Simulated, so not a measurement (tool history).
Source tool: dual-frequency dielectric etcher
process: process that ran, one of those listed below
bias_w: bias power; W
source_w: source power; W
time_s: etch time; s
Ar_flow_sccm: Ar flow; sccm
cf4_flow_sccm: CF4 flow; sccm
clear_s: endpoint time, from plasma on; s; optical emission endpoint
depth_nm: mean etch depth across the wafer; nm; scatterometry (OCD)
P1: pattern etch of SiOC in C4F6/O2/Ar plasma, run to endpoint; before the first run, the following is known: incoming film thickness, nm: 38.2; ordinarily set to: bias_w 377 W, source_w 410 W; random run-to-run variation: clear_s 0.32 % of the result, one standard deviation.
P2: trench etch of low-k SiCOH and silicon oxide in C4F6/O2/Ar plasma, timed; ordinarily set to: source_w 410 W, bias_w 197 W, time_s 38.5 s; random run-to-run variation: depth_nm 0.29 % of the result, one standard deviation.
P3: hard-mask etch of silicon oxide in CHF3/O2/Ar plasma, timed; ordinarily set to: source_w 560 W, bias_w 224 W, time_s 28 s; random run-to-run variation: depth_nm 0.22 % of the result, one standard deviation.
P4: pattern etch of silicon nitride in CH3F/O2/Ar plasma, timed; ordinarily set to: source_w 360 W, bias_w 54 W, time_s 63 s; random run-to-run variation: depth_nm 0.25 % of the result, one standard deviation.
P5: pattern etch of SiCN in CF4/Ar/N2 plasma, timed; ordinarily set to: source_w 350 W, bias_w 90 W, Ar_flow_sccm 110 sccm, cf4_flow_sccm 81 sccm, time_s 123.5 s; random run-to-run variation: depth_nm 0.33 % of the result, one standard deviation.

run	hour	process	bias_w	source_w	time_s	Ar_flow_sccm	cf4_flow_sccm	clear_s	depth_nm
1	3.4	P1	377	410				13.916	
2	5.7	P4	43	360	63				36.054
3	9.1	P1	469	320				14.145	
4	13.3	P3	224	560	28				59.121
5	17.3	P2	197	410	38.5				128.06
6	21.5	P5	120	350	123.5	110	81		101.68
7	24.3	P1	377	410				13.887	
8	27.6	P1	377	250				16.797	
9	32.4	P1	530	410				12.238	
10	36.6	P3	224	330	28				48.421
11	39.6	P5	90	500	123.5	110	81		124.57
12	42.5	P2	197	410	28				92.6
13	45.8	P2	269	410	38.5				142
14	50	P4	54	260	63				34.231
15	53.3	P5	90	350	123.5	110	112		94.988
16	56.4	P1	274	410				15.556	
17	60.9	P4	54	360	63				38.816
18	63.2	P1	377	410				13.87	
19	68.1	P3	224	560	18				38.019
20	72.1	P1	377	560				12.399	
21	76.3	P3	224	560	28				59.23
22	80.9	P2	197	260	38.5				107.78
23	83.6	P5	90	350	123.5	135	81		88.894
24	85.8	P5	90	350	123.5	110	81		91.066
25	90.1	P5	90	350	85	110	81		62.826
26	94.2	P1	255	510				14.644	
27	97.1	P3	305	560	28				65.964
28	99.6	P1	377	410				13.947	
29	102.6	P4	54	360	92.5				56.895
30	105.5	P1	377	410				13.983	
31	110.1	P1	377	410				13.829	
32	113	P1	377	410				13.766	
33	116.4	P1	377	410				13.751	
34	119.2	P1	377	410				13.728	
# hour 120: wet clean of the chamber
35	122.4	P1	377	410				13.729	
36	124.6	P1	377	410				13.71	
37	128.7	P1	377	410				13.639	
38	133.4	P1	377	410				13.661	
39	136.7	P1	377	410				13.677	
40	141.1	P1	377	410				13.705	
41	144.7	P1	377	410				13.702	

Something has made what P1 gives creep away from where it was; the 2 causes below, each at its own stated size, fit the log equally well:
A: source power that arrives over what is set, % = 4.32
B: bias power that arrives over what is set, % = 4.51
The gradual shift began around hour 105.5.
Other possible causes, and why each is ruled out:
chamber walls in a state that raises the etch rate, %: work on it at hour 120, done after the drift set in, did not restore what the process gave before

Which of the check runs below tells the causes apart, meaning the causes would give it clearly different results? Each run uses 2 wafers whose results are averaged, and each result is shown as a question mark.
check 1	148.3	P2	197	310	28.5				?
check 2	148.3	P4	46	360	81.5				?
check 3	148.3	P5	119	490	123.5	110	81		?
check 4	148.3	P3	295	360	28				?

What each check would give under each cause:
check	result	if A	if B
check 1	depth_nm	86.642	86.489
check 2	depth_nm	48.353	48.217
check 3	depth_nm	140.33	137.53
check 4	depth_nm	56.265	56.326
Smallest distance between any two causes, each pair judged by its most separating result, in per cent: check 1 0.18 %; check 2 0.28 %; check 3 2.02 %; check 4 0.11 %
The other checks would show nearly matching results whichever cause is true, so check 3 is the only one that separates the causes.

The results of check 3 are: depth_nm 137.83 nm. Based on these, which of the listed causes is it?

The cause is B: bias power that arrives over what is set, %.

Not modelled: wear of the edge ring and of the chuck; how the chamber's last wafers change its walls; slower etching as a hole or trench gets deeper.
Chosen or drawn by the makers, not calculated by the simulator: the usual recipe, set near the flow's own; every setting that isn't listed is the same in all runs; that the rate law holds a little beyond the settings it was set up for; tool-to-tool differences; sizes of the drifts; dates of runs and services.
